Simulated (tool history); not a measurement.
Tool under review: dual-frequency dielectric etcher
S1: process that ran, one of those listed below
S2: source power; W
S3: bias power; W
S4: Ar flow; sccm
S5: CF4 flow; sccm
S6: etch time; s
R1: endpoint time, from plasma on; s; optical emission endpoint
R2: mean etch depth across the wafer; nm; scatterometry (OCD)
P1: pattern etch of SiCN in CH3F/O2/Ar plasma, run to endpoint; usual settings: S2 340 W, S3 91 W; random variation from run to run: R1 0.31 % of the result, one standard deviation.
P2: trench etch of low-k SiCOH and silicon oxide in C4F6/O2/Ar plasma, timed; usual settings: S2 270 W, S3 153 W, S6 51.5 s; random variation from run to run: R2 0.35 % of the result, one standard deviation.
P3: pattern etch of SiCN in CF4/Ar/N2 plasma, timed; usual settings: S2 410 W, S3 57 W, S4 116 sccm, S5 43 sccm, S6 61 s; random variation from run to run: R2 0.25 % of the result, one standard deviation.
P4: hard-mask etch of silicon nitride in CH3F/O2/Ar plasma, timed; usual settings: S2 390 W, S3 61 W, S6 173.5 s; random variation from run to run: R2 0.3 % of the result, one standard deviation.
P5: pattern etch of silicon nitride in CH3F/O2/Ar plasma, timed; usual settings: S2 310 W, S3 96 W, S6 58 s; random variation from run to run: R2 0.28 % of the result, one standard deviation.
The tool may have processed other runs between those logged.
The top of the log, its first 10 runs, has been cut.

{"run": 11, "day": 2.388, "S1": "P3", "S2": 550, "S3": 57, "S4": 116, "S5": 43, "S6": 61, "R2": 52.459}
{"run": 12, "day": 2.712, "S1": "P2", "S2": 270, "S3": 190, "S6": 51.5, "R2": 156.34}
{"run": 13, "day": 3.046, "S1": "P1", "S2": 230, "S3": 58, "R1": 41.231}
{"day": 3.133, "done": "bias power generator calibrated"}
{"run": 14, "day": 3.371, "S1": "P1", "S2": 340, "S3": 110, "R1": 28.174}
{"run": 15, "day": 3.575, "S1": "P1", "S2": 340, "S3": 91, "R1": 30.247}
{"run": 16, "day": 3.808, "S1": "P1", "S2": 340, "S3": 91, "R1": 30.294}
{"run": 17, "day": 4.046, "S1": "P1", "S2": 250, "S3": 124, "R1": 30.037}
{"run": 18, "day": 4.288, "S1": "P5", "S2": 190, "S3": 96, "S6": 58, "R2": 34.227}
{"run": 19, "day": 4.558, "S1": "P4", "S2": 390, "S3": 61, "S6": 173.5, "R2": 115.31}
{"run": 20, "day": 4.771, "S1": "P3", "S2": 410, "S3": 40, "S4": 116, "S5": 43, "S6": 61, "R2": 35.793}
{"run": 21, "day": 4.967, "S1": "P1", "S2": 340, "S3": 91, "R1": 30.257}
{"run": 22, "day": 5.117, "S1": "P4", "S2": 390, "S3": 74, "S6": 173.5, "R2": 123.36}
{"run": 23, "day": 5.362, "S1": "P1", "S2": 420, "S3": 91, "R1": 27.886}
{"run": 24, "day": 5.592, "S1": "P3", "S2": 410, "S3": 57, "S4": 116, "S5": 35, "S6": 61, "R2": 39.241}
{"day": 5.675, "done": "wet clean of the chamber"}
{"run": 25, "day": 5.842, "S1": "P3", "S2": 410, "S3": 57, "S4": 116, "S5": 43, "S6": 61, "R2": 40.52}
{"run": 26, "day": 5.996, "S1": "P1", "S2": 340, "S3": 91, "R1": 30.421}

Run 27, settings as shown, results not yet in. Your forecast:
{"run": 27, "day": 6.312, "S1": "P2", "S2": 270, "S3": 153, "S6": 51.5, "R2": "?"}

{"run 27": {"R2": 144.76}}
